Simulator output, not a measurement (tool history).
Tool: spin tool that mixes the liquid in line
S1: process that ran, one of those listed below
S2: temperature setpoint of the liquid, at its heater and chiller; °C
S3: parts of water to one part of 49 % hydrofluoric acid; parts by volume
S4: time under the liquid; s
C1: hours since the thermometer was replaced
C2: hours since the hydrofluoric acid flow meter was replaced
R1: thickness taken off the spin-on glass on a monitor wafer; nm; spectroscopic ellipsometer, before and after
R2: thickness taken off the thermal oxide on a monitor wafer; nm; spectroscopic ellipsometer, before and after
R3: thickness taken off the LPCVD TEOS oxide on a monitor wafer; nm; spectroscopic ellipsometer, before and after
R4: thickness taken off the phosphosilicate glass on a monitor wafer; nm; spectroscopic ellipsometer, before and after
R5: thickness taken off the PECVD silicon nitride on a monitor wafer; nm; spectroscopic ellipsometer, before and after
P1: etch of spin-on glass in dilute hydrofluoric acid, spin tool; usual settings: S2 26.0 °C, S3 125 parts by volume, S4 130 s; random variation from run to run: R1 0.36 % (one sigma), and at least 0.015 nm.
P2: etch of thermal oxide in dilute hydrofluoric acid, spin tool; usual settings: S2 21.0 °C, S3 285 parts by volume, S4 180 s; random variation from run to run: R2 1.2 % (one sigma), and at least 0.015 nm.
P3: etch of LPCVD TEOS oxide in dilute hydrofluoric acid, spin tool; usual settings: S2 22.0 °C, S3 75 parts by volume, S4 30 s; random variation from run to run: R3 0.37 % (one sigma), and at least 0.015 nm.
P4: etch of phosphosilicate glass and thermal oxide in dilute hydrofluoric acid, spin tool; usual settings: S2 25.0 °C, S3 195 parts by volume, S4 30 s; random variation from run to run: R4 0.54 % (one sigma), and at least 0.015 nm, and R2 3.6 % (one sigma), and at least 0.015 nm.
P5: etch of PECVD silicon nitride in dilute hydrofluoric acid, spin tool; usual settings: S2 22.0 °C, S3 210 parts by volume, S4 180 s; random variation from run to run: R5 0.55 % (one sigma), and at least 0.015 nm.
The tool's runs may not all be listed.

| run | hour | S1 | S2 | S3 | S4 | C1 | C2 | R1 | R2 | R3 | R4 | R5 |
|---|---|---|---|---|---|---|---|---|---|---|---|---|
| 1 | 17.8 | P1 | 26.0 | 125 | 130 | 1556.1 | 1216.3 | 22.1680 |  |  |  |  |
| 2 | 28.3 | P1 | 26.0 | 125 | 15 | 1566.6 | 1226.8 | 2.5725 |  |  |  |  |
| 3 | 40.6 | P2 | 21.0 | 285 | 335 | 1578.9 | 1239.1 |  | 4.22160 |  |  |  |
| 4 | 58.4 | P2 | 21.0 | 285 | 180 | 1596.7 | 1256.9 |  | 2.20530 |  |  |  |
| 5 | 76.3 | P3 | 30.0 | 75 | 30 | 1614.6 | 1274.8 |  |  | 28.410 |  |  |
| 6 | 91.1 | P1 | 26.0 | 125 | 130 | 1629.4 | 1289.6 | 22.2180 |  |  |  |  |
| 7 | 101.7 | P1 | 20.5 | 125 | 130 | 1640.0 | 1300.2 | 17.9340 |  |  |  |  |
| 8 | 111.9 | P1 | 26.0 | 220 | 130 | 1650.2 | 1310.4 | 11.3670 |  |  |  |  |
| 9 | 130.2 | P4 | 25.0 | 195 | 50 | 1668.5 | 1328.7 |  | 1.17660 |  | 27.870 |  |
| 10 | 148.7 | P4 | 33.0 | 195 | 30 | 1687.0 | 1347.2 |  | 0.88279 |  | 22.323 |  |
| 11 | 157.4 | P3 | 22.0 | 75 | 30 | 1695.7 | 1355.9 |  |  | 20.876 |  |  |
| 12 | 171.6 | P1 | 32.5 | 125 | 185 | 1709.9 | 1370.1 | 40.1670 |  |  |  |  |
| 13 | 188.3 | P3 | 22.0 | 75 | 30 | 1726.6 | 1386.8 |  |  | 20.868 |  |  |
| 14 | 206.2 | P5 | 22.0 | 210 | 45 | 1744.5 | 1404.7 |  |  |  |  | 0.98171 |
| 15 | 223.0 | P2 | 17.0 | 285 | 180 | 1761.3 | 1421.5 |  | 1.95780 |  |  |  |
| 16 | 239.1 | P4 | 25.0 | 195 | 30 | 1777.4 | 1437.6 |  | 0.71255 |  | 16.801 |  |
| 17 | 248.4 | P2 | 21.0 | 470 | 180 | 1786.7 | 1446.9 |  | 1.15940 |  |  |  |
| 18 | 262.3 | P3 | 22.0 | 75 | 15 | 1800.6 | 1460.8 |  |  | 10.428 |  |  |
| 19 | 279.3 | P1 | 26.0 | 125 | 220 | 1817.6 | 1477.8 | 37.5680 |  |  |  |  |
| 20 | 289.3 | P1 | 26.0 | 80 | 130 | 1827.6 | 1487.8 | 36.8040 |  |  |  |  |
| 21 | 306.0 | P1 | 26.0 | 125 | 130 | 1844.3 | 1504.5 | 22.2300 |  |  |  |  |
| 22 | 323.0 | P5 | 17.5 | 210 | 180 | 1861.3 | 1521.5 |  |  |  |  | 2.88810 |
| 23 | 333.4 | P1 | 26.0 | 125 | 130 | 1871.7 | 1531.9 | 22.2450 |  |  |  |  |
| 24 | 348.3 | P5 | 22.0 | 55 | 180 | 1886.6 | 1546.8 |  |  |  |  | 14.40600 |
| 25 | 362.3 | P1 | 32.0 | 125 | 130 | 1900.6 | 1560.8 | 27.9820 |  |  |  |  |
| 26 | 376.6 | P4 | 25.0 | 100 | 30 | 1914.9 | 1575.1 |  | 1.37820 |  | 36.694 |  |
| 27 | 392.7 | P4 | 25.0 | 195 | 30 | 1931.0 | 1591.2 |  | 0.67876 |  | 16.680 |  |
| 28 | 401.1 | P3 | 22.0 | 130 | 30 | 1939.4 | 1599.6 |  |  | 11.185 |  |  |
| 29 | 416.8 | P5 | 22.0 | 210 | 180 | 1955.1 | 1615.3 |  |  |  |  | 3.82490 |
| 30 | 432.2 | P1 | 26.0 | 125 | 130 | 1970.5 | 1630.7 | 22.2650 |  |  |  |  |
| 31 | 446.1 | P1 | 26.0 | 125 | 130 | 1984.4 | 1644.6 | 21.3600 |  |  |  |  |
| 32 | 454.9 | P1 | 26.0 | 125 | 130 | 1993.2 | 1653.4 | 21.1490 |  |  |  |  |
| 33 | 471.4 | P1 | 26.0 | 125 | 130 | 2009.7 | 1669.9 | 20.8940 |  |  |  |  |
| 34 | 483.5 | P1 | 26.0 | 125 | 130 | 2021.8 | 1682.0 | 20.6850 |  |  |  |  |
| 35 | 497.2 | P1 | 26.0 | 125 | 130 | 2035.5 | 1695.7 | 20.4690 |  |  |  |  |
| 36 | 511.7 | P1 | 26.0 | 125 | 130 | 2050.0 | 1710.2 | 20.3560 |  |  |  |  |
| 37 | 520.9 | P1 | 26.0 | 125 | 130 | 2059.2 | 1719.4 | 20.5260 |  |  |  |  |

What P1 gives has crept away from where it was. These 2 causes fit the log equally well, each at the size given:
A: hydrofluoric acid flow below the setpoint (%) = 6.69
B: liquid colder than its thermometer reads (K) = 2.09
The creep began at about hour 432.2.

4 check runs are offered, one wafer each, their results left as question marks. Which one tells the causes apart?
| check 1 | 530.1 | P2 | 17.0 | 285 | 335 |  |  |  | ? |  |  |  |
| check 2 | 530.1 | P5 | 22.0 | 65 | 55 |  |  |  |  |  |  | ? |
| check 3 | 530.1 | P4 | 25.0 | 125 | 30 |  |  |  | ? |  | ? |  |
| check 4 | 530.1 | P3 | 22.0 | 120 | 15 |  |  |  |  | ? |  |  |

What each check would give under each cause:
| check | result | if A | if B |
|---|---|---|---|
| check 1 | R2 | 3.34560 | 3.36440 |
| check 2 | R5 | 3.48330 | 3.23010 |
| check 3 | R2 | 1.02580 | 1.02440 |
| check 3 | R4 | 26.314 | 26.279 |
| check 4 | R3 | 5.6928 | 5.6640 |
How far apart the two closest causes lie, in the result that separates them most: check 1 0.56 %; check 2 7.55 %; check 3 0.13 %; check 4 0.51 %
Only check 2 tells the causes apart: in the others they would give nearly the same result.

Check 2 was then run and gave: R5 3.23250 nm. Which cause is it?

It is B: liquid colder than its thermometer reads (K).
